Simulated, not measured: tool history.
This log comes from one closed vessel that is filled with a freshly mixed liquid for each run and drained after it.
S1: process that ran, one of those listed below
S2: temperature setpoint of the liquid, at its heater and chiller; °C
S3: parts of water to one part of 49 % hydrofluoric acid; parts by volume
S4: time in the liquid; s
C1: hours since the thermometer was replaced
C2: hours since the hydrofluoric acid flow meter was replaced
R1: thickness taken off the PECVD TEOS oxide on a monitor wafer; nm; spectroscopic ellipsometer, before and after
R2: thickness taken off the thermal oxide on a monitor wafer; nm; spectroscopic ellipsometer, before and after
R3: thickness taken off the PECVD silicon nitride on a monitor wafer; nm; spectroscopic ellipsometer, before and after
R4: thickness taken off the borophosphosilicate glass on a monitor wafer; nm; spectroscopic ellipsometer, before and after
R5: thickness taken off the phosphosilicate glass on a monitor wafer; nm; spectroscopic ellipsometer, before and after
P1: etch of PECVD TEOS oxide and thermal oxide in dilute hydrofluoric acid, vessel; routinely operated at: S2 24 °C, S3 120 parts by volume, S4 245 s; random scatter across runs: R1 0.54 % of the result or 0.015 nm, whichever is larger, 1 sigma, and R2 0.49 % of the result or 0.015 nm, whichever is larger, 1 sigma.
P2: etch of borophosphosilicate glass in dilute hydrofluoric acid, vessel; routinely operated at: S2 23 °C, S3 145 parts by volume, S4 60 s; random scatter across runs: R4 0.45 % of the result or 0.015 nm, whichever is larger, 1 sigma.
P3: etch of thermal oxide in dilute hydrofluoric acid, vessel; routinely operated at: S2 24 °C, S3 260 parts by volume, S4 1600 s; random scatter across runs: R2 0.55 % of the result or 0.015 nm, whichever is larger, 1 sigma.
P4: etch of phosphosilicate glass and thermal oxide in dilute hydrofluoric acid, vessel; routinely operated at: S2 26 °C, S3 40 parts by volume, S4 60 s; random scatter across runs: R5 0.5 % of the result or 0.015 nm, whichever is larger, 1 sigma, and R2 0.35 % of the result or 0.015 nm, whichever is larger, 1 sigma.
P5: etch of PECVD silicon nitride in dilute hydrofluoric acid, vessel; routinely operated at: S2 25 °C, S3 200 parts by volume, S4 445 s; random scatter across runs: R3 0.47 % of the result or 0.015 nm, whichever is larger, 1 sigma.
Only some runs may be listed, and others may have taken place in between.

run,hour,S1,S2,S3,S4,C1,C2,R1,R2,R3,R4,R5
1,7,P1,24,120,245,587.6,1320.3,29.458,10.09,,,
2,12.1,P1,24,120,245,592.7,1325.4,29.582,10.093,,,
3,20.1,P5,25,30,445,600.7,1333.4,,,52.242,,
4,24.6,P2,23,205,60,605.2,1337.9,,,,11.253,
5,30.7,P5,19.5,200,445,611.3,1344,,,5.6597,,
6,38.3,P1,24,120,245,618.9,1351.6,29.326,10.035,,,
7,43.7,P1,24,120,245,624.3,1357,29.6,10.06,,,
8,48.5,P1,24,120,95,629.1,1361.8,11.429,3.9077,,,
9,56.5,P3,24,70,1600,637.1,1369.8,,105.55,,,
10,61.8,P1,29.5,120,405,642.4,1375.1,59.856,20.583,,,
11,65.8,P1,24,120,245,646.4,1379.1,29.281,10.075,,,
12,73.2,P4,33.5,40,60,653.8,1386.5,,11.152,,,293.05
13,80.4,P5,25,200,445,661,1393.7,,,8.0798,,
14,85.4,P3,19.5,260,1600,666,1398.7,,19.706,,,
15,91.1,P4,26,40,90,671.7,1404.4,,12.373,,,325.55
16,98.3,P1,17,120,245,678.9,1411.6,22.281,7.6304,,,
17,105.8,P1,18,40,245,686.4,1419.1,76.182,25.846,,,
18,112.5,P1,24,55,245,693.1,1425.8,69.511,23.689,,,
19,119.9,P2,23,145,60,700.5,1433.2,,,,16.86,
20,127.5,P3,24,260,1600,708.1,1440.8,,23.147,,,
21,135.7,P2,23,145,95,716.3,1449,,,,26.995,
22,139.8,P1,18.5,35,245,720.4,1453.1,89.038,30.493,,,
23,144.6,P1,24,120,420,725.2,1457.9,50.682,17.279,,,
24,151.1,P1,28.5,120,245,731.7,1464.4,34.793,11.902,,,
25,158.4,P1,24,120,245,739,1471.7,29.54,10.046,,,
26,162.8,P4,26,40,60,743.4,1476.1,,8.2651,,,216.28
27,167.1,P4,26,55,60,747.7,1480.4,,5.878,,,152.82
28,171.2,P5,25,200,445,751.8,1484.5,,,8.0897,,
29,175.9,P2,29.5,145,60,756.5,1489.2,,,,21.552,
30,183.5,P3,24,260,2690,764.1,1496.8,,39.278,,,
31,190.9,P5,25,200,855,771.5,1504.2,,,15.443,,
32,196.6,P1,24,195,245,777.2,1509.9,16.706,5.6601,,,
33,202.2,P1,24,120,245,782.8,1515.5,29.513,10.067,,,
34,210.2,P1,24,120,245,790.8,1523.5,28.781,9.8554,,,
35,218.1,P1,24,120,245,798.7,1531.4,28.209,9.6635,,,
36,224.6,P1,24,120,245,805.2,1537.9,28.05,9.6252,,,
37,228.5,P1,24,120,245,809.1,1541.8,27.637,9.656,,,
38,232.6,P1,24,120,245,813.2,1545.9,27.886,9.5892,,,
39,239.5,P1,24,120,245,820.1,1552.8,27.816,9.5292,,,
40,245,P1,24,120,245,825.6,1558.3,27.848,9.5412,,,
41,249.7,P1,24,120,245,830.3,1563,27.866,9.5472,,,
42,253.6,P1,24,120,245,834.2,1566.9,27.786,9.6479,,,

P1 has crept away from where it was. The log is fitted equally well by each of these 2 causes, at the sizes shown:
A: hydrofluoric acid flow below the setpoint (%) = 4.72
B: liquid colder than its thermometer reads (K) = 1.42
At approximately hour 202.2, the process output began to creep.

Which of the 4 check runs listed below separates the causes, so that each cause would produce a clearly different result? Each run uses one wafer, and its results are marked with question marks.
check 1,257.5,P5,25,60,850,,,,,?,,
check 2,257.5,P4,26,40,80,,,,?,,,?
check 3,257.5,P2,23,205,60,,,,,,?,
check 4,257.5,P3,24,105,2355,,,,?,,,

Check results expected under each cause:
check,result,if A,if B
check 1,R3,48.507,46.254
check 2,R2,10.468,10.393
check 2,R5,274.84,272.86
check 3,R4,10.582,10.642
check 4,R2,94.951,94.783
Per-check spread between the two closest causes, in the result where they differ most: check 1 4.76 %; check 2 0.72 %; check 3 0.56 %; check 4 0.18 %
Only in check 1 would the causes give clearly different results; in the remaining checks their results would be nearly the same.

Running check 1 produced the following: R3 48.567 nm. Which one of the listed causes fits?

Of the candidate causes, it is A: hydrofluoric acid flow below the setpoint (%).
